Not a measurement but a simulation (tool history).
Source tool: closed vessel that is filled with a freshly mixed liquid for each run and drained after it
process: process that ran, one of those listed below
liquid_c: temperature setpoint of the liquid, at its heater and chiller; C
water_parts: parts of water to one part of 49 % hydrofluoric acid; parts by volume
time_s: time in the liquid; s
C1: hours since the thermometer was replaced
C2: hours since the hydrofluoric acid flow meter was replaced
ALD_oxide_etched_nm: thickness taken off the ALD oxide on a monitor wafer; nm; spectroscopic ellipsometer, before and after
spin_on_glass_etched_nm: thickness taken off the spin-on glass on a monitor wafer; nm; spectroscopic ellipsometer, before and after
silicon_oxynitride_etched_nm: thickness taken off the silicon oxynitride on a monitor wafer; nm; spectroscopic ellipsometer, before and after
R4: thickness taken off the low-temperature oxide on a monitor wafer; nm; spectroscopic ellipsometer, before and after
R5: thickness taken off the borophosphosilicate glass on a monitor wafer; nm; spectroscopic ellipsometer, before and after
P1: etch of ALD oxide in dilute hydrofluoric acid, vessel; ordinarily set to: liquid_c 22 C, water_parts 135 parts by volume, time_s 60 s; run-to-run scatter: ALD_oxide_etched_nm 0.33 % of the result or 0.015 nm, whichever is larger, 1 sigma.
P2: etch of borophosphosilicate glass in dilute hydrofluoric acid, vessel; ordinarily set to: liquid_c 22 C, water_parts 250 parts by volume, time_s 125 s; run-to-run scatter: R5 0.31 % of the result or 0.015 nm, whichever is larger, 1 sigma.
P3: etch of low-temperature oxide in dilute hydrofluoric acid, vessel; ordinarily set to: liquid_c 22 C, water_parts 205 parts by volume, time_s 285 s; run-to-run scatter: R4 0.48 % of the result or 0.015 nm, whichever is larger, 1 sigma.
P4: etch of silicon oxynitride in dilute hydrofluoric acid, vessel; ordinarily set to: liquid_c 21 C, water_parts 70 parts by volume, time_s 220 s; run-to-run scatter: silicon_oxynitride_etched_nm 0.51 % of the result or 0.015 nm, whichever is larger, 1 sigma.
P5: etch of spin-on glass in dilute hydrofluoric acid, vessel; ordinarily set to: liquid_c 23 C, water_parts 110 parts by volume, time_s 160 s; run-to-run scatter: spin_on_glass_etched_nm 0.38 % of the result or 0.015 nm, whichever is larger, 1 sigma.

run 1 hour=13 | process=P1 liquid_c=22 water_parts=135 time_s=60 | C1=1335.9 C2=742.6 | ALD_oxide_etched_nm=10.183
run 2 hour=20.3 | process=P5 liquid_c=23 water_parts=110 time_s=275 | C1=1343.2 C2=749.9 | spin_on_glass_etched_nm=84.21
run 3 hour=33.3 | process=P1 liquid_c=22 water_parts=135 time_s=60 | C1=1356.2 C2=762.9 | ALD_oxide_etched_nm=10.255
run 4 hour=43.4 | process=P1 liquid_c=27 water_parts=135 time_s=95 | C1=1366.3 C2=773 | ALD_oxide_etched_nm=19.662
run 5 hour=53.5 | process=P1 liquid_c=22 water_parts=30 time_s=60 | C1=1376.4 C2=783.1 | ALD_oxide_etched_nm=52.162
run 6 hour=66.7 | process=P1 liquid_c=17 water_parts=135 time_s=60 | C1=1389.6 C2=796.3 | ALD_oxide_etched_nm=8.3717
run 7 hour=79.3 | process=P1 liquid_c=26 water_parts=135 time_s=30 | C1=1402.2 C2=808.9 | ALD_oxide_etched_nm=5.9772
run 8 hour=87.5 | process=P1 liquid_c=22 water_parts=200 time_s=60 | C1=1410.4 C2=817.1 | ALD_oxide_etched_nm=6.4526
run 9 hour=97.9 | process=P5 liquid_c=23 water_parts=55 time_s=160 | C1=1420.8 C2=827.5 | spin_on_glass_etched_nm=105.85
run 10 hour=108.4 | process=P1 liquid_c=22 water_parts=135 time_s=60 | C1=1431.3 C2=838 | ALD_oxide_etched_nm=10.211
run 11 hour=115.1 | process=P1 liquid_c=26 water_parts=195 time_s=60 | C1=1438 C2=844.7 | ALD_oxide_etched_nm=7.6765
run 12 hour=121 | process=P4 liquid_c=21 water_parts=70 time_s=365 | C1=1443.9 C2=850.6 | silicon_oxynitride_etched_nm=6.8579
run 13 hour=130.4 | process=P3 liquid_c=22 water_parts=115 time_s=285 | C1=1453.3 C2=860 | R4=33.412
run 14 hour=140.6 | process=P1 liquid_c=22 water_parts=135 time_s=60 | C1=1463.5 C2=870.2 | ALD_oxide_etched_nm=10.213
run 15 hour=153.9 | process=P5 liquid_c=30.5 water_parts=110 time_s=160 | C1=1476.8 C2=883.5 | spin_on_glass_etched_nm=65.427
run 16 hour=161.8 | process=P4 liquid_c=21 water_parts=70 time_s=220 | C1=1484.7 C2=891.4 | silicon_oxynitride_etched_nm=4.1482
run 17 hour=173.2 | process=P4 liquid_c=26 water_parts=70 time_s=220 | C1=1496.1 C2=902.8 | silicon_oxynitride_etched_nm=5.2232
run 18 hour=186.2 | process=P3 liquid_c=22 water_parts=205 time_s=125 | C1=1509.1 C2=915.8 | R4=7.3873
run 19 hour=197.6 | process=P2 liquid_c=22 water_parts=250 time_s=30 | C1=1520.5 C2=927.2 | R5=4.9525
-- hour=199.2 hydrofluoric acid flow meter replaced
run 20 hour=205.3 | process=P1 liquid_c=22 water_parts=135 time_s=60 | C1=1528.2 C2=6.1 | ALD_oxide_etched_nm=10.24
run 21 hour=215.3 | process=P2 liquid_c=28 water_parts=250 time_s=125 | C1=1538.2 C2=16.1 | R5=25.536
run 22 hour=224.8 | process=P3 liquid_c=22 water_parts=205 time_s=285 | C1=1547.7 C2=25.6 | R4=16.912
run 23 hour=236.9 | process=P4 liquid_c=21 water_parts=20 time_s=220 | C1=1559.8 C2=37.7 | silicon_oxynitride_etched_nm=14.848
run 24 hour=247.8 | process=P3 liquid_c=17 water_parts=205 time_s=285 | C1=1570.7 C2=48.6 | R4=13.966
run 25 hour=253.8 | process=P1 liquid_c=22 water_parts=135 time_s=60 | C1=1576.7 C2=54.6 | ALD_oxide_etched_nm=10.268
run 26 hour=263.2 | process=P1 liquid_c=26.5 water_parts=135 time_s=60 | C1=1586.1 C2=64 | ALD_oxide_etched_nm=12.09
run 27 hour=269.6 | process=P4 liquid_c=21 water_parts=70 time_s=220 | C1=1592.5 C2=70.4 | silicon_oxynitride_etched_nm=4.1203
run 28 hour=279.2 | process=P2 liquid_c=22 water_parts=110 time_s=125 | C1=1602.1 C2=80 | R5=55.05
run 29 hour=285.1 | process=P1 liquid_c=22 water_parts=135 time_s=90 | C1=1608 C2=85.9 | ALD_oxide_etched_nm=15.367
run 30 hour=291.2 | process=P1 liquid_c=22 water_parts=135 time_s=60 | C1=1614.1 C2=92 | ALD_oxide_etched_nm=10.208
run 31 hour=301.2 | process=P5 liquid_c=23 water_parts=110 time_s=160 | C1=1624.1 C2=102 | spin_on_glass_etched_nm=48.884
run 32 hour=310.9 | process=P2 liquid_c=22 water_parts=250 time_s=125 | C1=1633.8 C2=111.7 | R5=20.824
run 33 hour=321.8 | process=P1 liquid_c=22 water_parts=135 time_s=30 | C1=1644.7 C2=122.6 | ALD_oxide_etched_nm=5.1621
run 34 hour=332.9 | process=P1 liquid_c=22 water_parts=135 time_s=60 | C1=1655.8 C2=133.7 | ALD_oxide_etched_nm=10.216
run 35 hour=344 | process=P1 liquid_c=22 water_parts=135 time_s=60 | C1=1666.9 C2=144.8 | ALD_oxide_etched_nm=9.8216
run 36 hour=350.1 | process=P1 liquid_c=22 water_parts=135 time_s=60 | C1=1673 C2=150.9 | ALD_oxide_etched_nm=9.7627
run 37 hour=358.6 | process=P1 liquid_c=22 water_parts=135 time_s=60 | C1=1681.5 C2=159.4 | ALD_oxide_etched_nm=9.7028
run 38 hour=369.6 | process=P1 liquid_c=22 water_parts=135 time_s=60 | C1=1692.5 C2=170.4 | ALD_oxide_etched_nm=9.5356
run 39 hour=381.3 | process=P1 liquid_c=22 water_parts=135 time_s=60 | C1=1704.2 C2=182.1 | ALD_oxide_etched_nm=9.4625
run 40 hour=387.4 | process=P1 liquid_c=22 water_parts=135 time_s=60 | C1=1710.3 C2=188.2 | ALD_oxide_etched_nm=9.4525
run 41 hour=400.5 | process=P1 liquid_c=22 water_parts=135 time_s=60 | C1=1723.4 C2=201.3 | ALD_oxide_etched_nm=9.4443
run 42 hour=408 | process=P1 liquid_c=22 water_parts=135 time_s=60 | C1=1730.9 C2=208.8 | ALD_oxide_etched_nm=9.4262
run 43 hour=417.7 | process=P1 liquid_c=22 water_parts=135 time_s=60 | C1=1740.6 C2=218.5 | ALD_oxide_etched_nm=9.4052

The log shows P1 creeping away from where it was. Any of the 2 causes listed here, at the size stated for it, fits the log just as well as the others:
A: liquid colder than its thermometer reads (K) = 2.15
B: hydrofluoric acid flow below the setpoint (%) = 7.13
Creep in the process output first set in at about hour 332.9.

The list below offers 4 check runs, each averaging the results of 2 wafers, and shows each result as a question mark. For which of them would the listed causes give clearly different results?
run check 1 hour=427.4 | process=P2 liquid_c=22 water_parts=140 time_s=125 | R5=?
run check 2 hour=427.4 | process=P4 liquid_c=21 water_parts=20 time_s=360 | silicon_oxynitride_etched_nm=?
run check 3 hour=427.4 | process=P3 liquid_c=19 water_parts=205 time_s=285 | R4=?
run check 4 hour=427.4 | process=P5 liquid_c=23 water_parts=110 time_s=220 | spin_on_glass_etched_nm=?

What every check run would give for each of its results, assuming each possible cause in turn:
check=check_1 result=R5 if_A=38.169 if_B=38.152
check=check_2 result=silicon_oxynitride_etched_nm if_A=21.767 if_B=22.562
check=check_3 result=R4 if_A=13.882 if_B=13.824
check=check_4 result=spin_on_glass_etched_nm if_A=61.947 if_B=62.087
Smallest distance between any two causes, each pair judged by its most separating result, in per cent: check 1 0.05 %; check 2 3.59 %; check 3 0.42 %; check 4 0.23 %
Only check 2 tells the causes apart: in the others they would give nearly the same result.

With check 2 done, the readings were: silicon_oxynitride_etched_nm 22.635 nm. Identify which of the listed causes applies.

The correct cause is B, namely: hydrofluoric acid flow below the setpoint (%).
